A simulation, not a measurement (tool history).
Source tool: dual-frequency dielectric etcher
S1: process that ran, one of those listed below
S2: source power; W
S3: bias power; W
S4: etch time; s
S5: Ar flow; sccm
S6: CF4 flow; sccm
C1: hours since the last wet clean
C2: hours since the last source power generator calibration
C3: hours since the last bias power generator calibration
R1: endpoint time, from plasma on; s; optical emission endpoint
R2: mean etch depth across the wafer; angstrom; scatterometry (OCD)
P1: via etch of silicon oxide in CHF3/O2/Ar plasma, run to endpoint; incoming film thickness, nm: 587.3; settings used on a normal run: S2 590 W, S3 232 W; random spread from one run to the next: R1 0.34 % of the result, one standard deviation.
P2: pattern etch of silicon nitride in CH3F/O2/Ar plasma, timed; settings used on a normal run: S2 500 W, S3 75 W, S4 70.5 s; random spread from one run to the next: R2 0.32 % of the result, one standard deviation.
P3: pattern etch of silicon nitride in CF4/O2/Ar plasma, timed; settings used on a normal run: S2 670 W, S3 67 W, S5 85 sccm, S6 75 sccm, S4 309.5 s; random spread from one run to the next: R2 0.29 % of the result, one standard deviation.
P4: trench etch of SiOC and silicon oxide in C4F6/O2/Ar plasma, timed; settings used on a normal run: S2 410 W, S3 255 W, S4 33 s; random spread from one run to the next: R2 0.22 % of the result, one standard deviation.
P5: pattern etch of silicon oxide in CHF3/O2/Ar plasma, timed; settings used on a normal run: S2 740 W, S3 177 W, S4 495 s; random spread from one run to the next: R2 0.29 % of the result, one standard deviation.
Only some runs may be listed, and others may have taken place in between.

run	hour	S1	S2	S3	S4	S5	S6	C1	C2	C3	R1	R2
1	13.4	P1	590	232				297.2	1193.4	732	276.88	
2	31.1	P5	740	177	272			314.9	1211.1	749.7		5840.7
3	39.9	P1	820	289				323.7	1219.9	758.5	225.58	
4	53.4	P3	670	67	170	85	75	337.2	1233.4	772		4601.7
5	66.6	P5	740	109	495			350.4	1246.6	785.2		9102.5
6	75.4	P1	590	163				359.2	1255.4	794	312.83	
7	88.7	P5	740	177	495			372.5	1268.7	807.3		10564
8	102	P4	410	149	33			385.8	1282	820.6		619.66
9	117.7	P5	740	177	495			401.5	1297.7	836.3		10539
10	134.9	P1	590	232				418.7	1314.9	853.5	277.42	
11	147.8	P1	590	316				431.6	1327.8	866.4	249.03	
12	159.7	P1	590	232				443.5	1339.7	878.3	276.65	
13	168.7	P3	670	67	309.5	101	75	452.5	1348.7	887.3		8250.8
14	183.8	P3	670	90	309.5	85	75	467.6	1363.8	902.4		9462.4
15	200.5	P3	480	67	309.5	85	75	484.3	1380.5	919.1		6290.9
16	215.7	P3	670	67	309.5	85	75	499.5	1395.7	934.3		8432.1
17	227	P1	810	232				510.8	1407	945.6	244.65	
18	240.4	P3	670	67	309.5	85	59	524.2	1420.4	959		8169.9
19	253.5	P5	520	177	495			537.3	1433.5	972.1		9276.5
20	262.6	P2	500	75	92.5			546.4	1442.6	981.2		722.79
21	272.2	P2	310	75	70.5			556	1452.2	990.8		456.42
22	283.2	P1	590	232				567	1463.2	1001.8	277.95	
23	292.9	P4	270	255	33			576.7	1472.9	1011.5		624.95
24	308	P2	500	75	70.5			591.8	1488	1026.6		550.3
25	319.5	P1	450	290				603.3	1499.5	1038.1	282.27	
26	328.2	P4	410	255	33			612	1508.2	1046.8		733.31
27	337.5	P2	500	75	70.5			621.3	1517.5	1056.1		548.78
28	347.5	P2	500	103	70.5			631.3	1527.5	1066.1		614.96
29	362.9	P1	370	232				646.7	1542.9	1081.5	327.32	
30	373.1	P4	410	255	18			656.9	1553.1	1091.7		401.77
31	381.8	P3	670	67	309.5	85	75	665.6	1561.8	1100.4		8396.1
32	393.9	P1	590	232				677.7	1573.9	1112.5	277.8	
33	410.7	P1	590	232				694.5	1590.7	1129.3	274.08	
34	428.6	P1	590	232				712.4	1608.6	1147.2	273.2	
35	444.2	P1	590	232				728	1624.2	1162.8	274.7	

What will run 36 give?
36	453.8	P1	590	232				737.6	1633.8	1172.4	?	

Logged for run 36: R1 271.48 s.
